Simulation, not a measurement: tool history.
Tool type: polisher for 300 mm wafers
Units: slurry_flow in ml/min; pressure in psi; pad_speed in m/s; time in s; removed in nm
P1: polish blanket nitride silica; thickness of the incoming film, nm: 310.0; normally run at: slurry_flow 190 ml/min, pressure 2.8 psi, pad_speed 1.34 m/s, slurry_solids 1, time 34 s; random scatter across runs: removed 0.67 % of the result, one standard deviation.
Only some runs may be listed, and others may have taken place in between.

run,hour,slurry_flow,pressure,pad_speed,slurry_solids,time,wafers polished on this pad,hours since the slurry nozzle was cleaned,hours since the head pressure was calibrated,hours since the slurry blender was calibrated,hours since the conditioning disc was replaced,removed
1,6.2,190,2.8,1.34,1,34,321,196.4,624.8,68.1,154.4,23.656
2,10.9,190,2.8,1.34,0.55,34,364,201.1,629.5,72.8,159.1,17.279
3,15.7,190,2.8,1.34,1,34,407,205.9,634.3,77.6,163.9,23.641
4,21.2,190,2.8,0.62,1,34,457,211.4,639.8,83.1,169.4,12.767
5,27.4,190,2.8,1.34,1,15,513,217.6,646,89.3,175.6,10.239
6,31.7,285,2.8,1.34,1,34,552,221.9,650.3,93.6,179.9,24.528
7,37.7,145,2.8,0.86,1,34,606,227.9,656.3,99.6,185.9,15.703
8,43.1,190,2.8,1.34,1,51,655,233.3,661.7,105,191.3,35.255
9,48.9,190,2.8,1.86,1,34,708,239.1,667.5,110.8,197.1,30.331
10,55.3,190,2.8,1.34,1,34,766,245.5,673.9,117.2,203.5,23.311
11,58.2,190,2.8,1.34,1,34,792,248.4,676.8,120.1,206.4,23.416
12,64,120,2.8,1.34,1,34,844,254.2,682.6,125.9,212.2,21.522
13,70.4,190,2.8,1.34,1,34,902,260.6,689,132.3,218.6,23.465
# hour 73.1: head pressure recalibrated
14,74.2,190,2.8,1.34,1,34,937,264.4,1.2,136.1,222.4,23.359
15,77.2,190,2.8,1.34,1,34,964,267.4,4.2,139.1,225.4,23.684
16,82.6,190,2.8,0.74,1,25,1013,272.8,9.6,144.5,230.8,10.686
17,89.1,190,1.7,1.34,1,34,1072,279.3,16.1,151,237.3,14.143
18,93.7,190,2.8,1.34,1.45,34,1113,283.9,20.7,155.6,241.9,27.512
19,97.9,190,4.5,1.34,1,34,1151,288.1,24.9,159.8,246.1,37.673
20,101.7,190,2.8,1.34,1,34,1186,291.9,28.7,163.6,249.9,23.491
21,105.5,190,2.8,1.34,1,34,1220,295.7,32.5,167.4,253.7,22.634
22,111.8,190,2.8,1.34,1,34,1277,302,38.8,173.7,260,22.126
23,118.4,190,2.8,1.34,1,34,1337,308.6,45.4,180.3,266.6,21.66
24,124.2,190,2.8,1.34,1,34,1389,314.4,51.2,186.1,272.4,21.328
# hour 126.5: worn pad replaced by a new one
25,127.6,190,2.8,1.34,1,34,10,317.8,54.6,189.5,275.8,21.115

Run 26, settings as shown, results not yet in. Your forecast:
# hour 130: slurry nozzle cleaned
26,132.9,190,2.8,1.34,1,34,58,2.9,59.9,194.8,281.1,?

removed: 20.829 nm
